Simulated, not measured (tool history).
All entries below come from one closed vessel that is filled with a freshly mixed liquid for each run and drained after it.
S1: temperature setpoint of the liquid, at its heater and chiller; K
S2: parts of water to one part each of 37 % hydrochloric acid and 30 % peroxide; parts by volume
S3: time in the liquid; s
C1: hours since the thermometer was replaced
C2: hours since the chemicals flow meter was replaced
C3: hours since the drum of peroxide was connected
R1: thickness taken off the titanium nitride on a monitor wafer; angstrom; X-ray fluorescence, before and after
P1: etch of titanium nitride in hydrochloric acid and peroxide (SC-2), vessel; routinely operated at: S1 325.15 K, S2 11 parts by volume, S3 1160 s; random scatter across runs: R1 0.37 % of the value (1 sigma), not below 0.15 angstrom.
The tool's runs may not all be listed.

run 1 hour=10.4 | S1=325.15 S2=11 S3=1160 | C1=1070.9 C2=190.4 C3=134.5 | R1=434.02
run 2 hour=17.7 | S1=325.15 S2=11 S3=1800 | C1=1078.2 C2=197.7 C3=141.8 | R1=675.48
run 3 hour=25.7 | S1=332.65 S2=6.5 S3=1160 | C1=1086.2 C2=205.7 C3=149.8 | R1=1076.8
run 4 hour=39.5 | S1=325.15 S2=11 S3=1160 | C1=1100 C2=219.5 C3=163.6 | R1=432.34
run 5 hour=52.5 | S1=325.15 S2=11 S3=1160 | C1=1113 C2=232.5 C3=176.6 | R1=435.83
run 6 hour=67.4 | S1=325.15 S2=11 S3=1160 | C1=1127.9 C2=247.4 C3=191.5 | R1=433.16
run 7 hour=77.2 | S1=325.15 S2=11 S3=1160 | C1=1137.7 C2=257.2 C3=201.3 | R1=432.24
run 8 hour=91.3 | S1=325.15 S2=11 S3=455 | C1=1151.8 C2=271.3 C3=215.4 | R1=169.85
run 9 hour=98.1 | S1=325.15 S2=11 S3=1160 | C1=1158.6 C2=278.1 C3=222.2 | R1=433.81
run 10 hour=111.8 | S1=325.15 S2=17.5 S3=1160 | C1=1172.3 C2=291.8 C3=235.9 | R1=287.84
run 11 hour=126.5 | S1=339.65 S2=11 S3=1160 | C1=1187 C2=306.5 C3=250.6 | R1=1078.5
run 12 hour=136.4 | S1=309.15 S2=11 S3=1160 | C1=1196.9 C2=316.4 C3=260.5 | R1=142.94
run 13 hour=145.1 | S1=325.15 S2=11 S3=1160 | C1=1205.6 C2=325.1 C3=269.2 | R1=431.35
run 14 hour=157.9 | S1=325.15 S2=4 S3=1160 | C1=1218.4 C2=337.9 C3=282 | R1=939.98
run 15 hour=169.1 | S1=325.15 S2=11 S3=1160 | C1=1229.6 C2=349.1 C3=293.2 | R1=432.33
run 16 hour=177.9 | S1=325.15 S2=11 S3=1160 | C1=1238.4 C2=357.9 C3=302 | R1=449.47
run 17 hour=189.6 | S1=325.15 S2=11 S3=1160 | C1=1250.1 C2=369.6 C3=313.7 | R1=461.82
run 18 hour=198.9 | S1=325.15 S2=11 S3=1160 | C1=1259.4 C2=378.9 C3=323 | R1=467.59
run 19 hour=209.7 | S1=325.15 S2=11 S3=1160 | C1=1270.2 C2=389.7 C3=333.8 | R1=472.18
run 20 hour=216.5 | S1=325.15 S2=11 S3=1160 | C1=1277 C2=396.5 C3=340.6 | R1=473.92
run 21 hour=225 | S1=325.15 S2=11 S3=1160 | C1=1285.5 C2=405 C3=349.1 | R1=474.97
run 22 hour=236.6 | S1=325.15 S2=11 S3=1160 | C1=1297.1 C2=416.6 C3=360.7 | R1=472.2

What P1 gives has crept away from where it was. These 2 causes fit the log equally well, each at the size given:
A: chemicals flow above the setpoint (%) = 11.4
B: liquid hotter than its thermometer reads (K) = 1.39
The process output started creeping at around hour 169.1.
Each remaining cause and why it is not a fit:
peroxide weaker than its label (%): at most 8, which would move R1 by -7.4 %: too little, or the wrong way

Question marks stand in for the results of the 4 check runs listed below, each run on one wafer. Under which run would the listed causes show clearly different results?
run check 1 hour=248.2 | S1=325.15 S2=15 S3=560 | R1=?
run check 2 hour=248.2 | S1=338.15 S2=11 S3=1160 | R1=?
run check 3 hour=248.2 | S1=309.65 S2=15.5 S3=1160 | R1=?
run check 4 hour=248.2 | S1=314.65 S2=4 S3=1160 | R1=?

If the cause were each of the candidates in turn, the checks would give the following:
check=check_1 result=R1 if_A=175.82 if_B=175.21
check=check_2 result=R1 if_A=1080.5 if_B=1073.7
check=check_3 result=R1 if_A=121.17 if_B=121.84
check=check_4 result=R1 if_A=493.02 if_B=506.37
Gap, in per cent, between the two causes that each check separates least, read from the result that separates them most: check 1 0.35 %; check 2 0.63 %; check 3 0.55 %; check 4 2.67 %
Only in check 4 would the causes give clearly different results; in the remaining checks their results would be nearly the same.

Check 4 has now been run. It gave: R1 492.72 angstrom. Which of the candidate causes is it?

The correct cause is A, namely: chemicals flow above the setpoint (%).
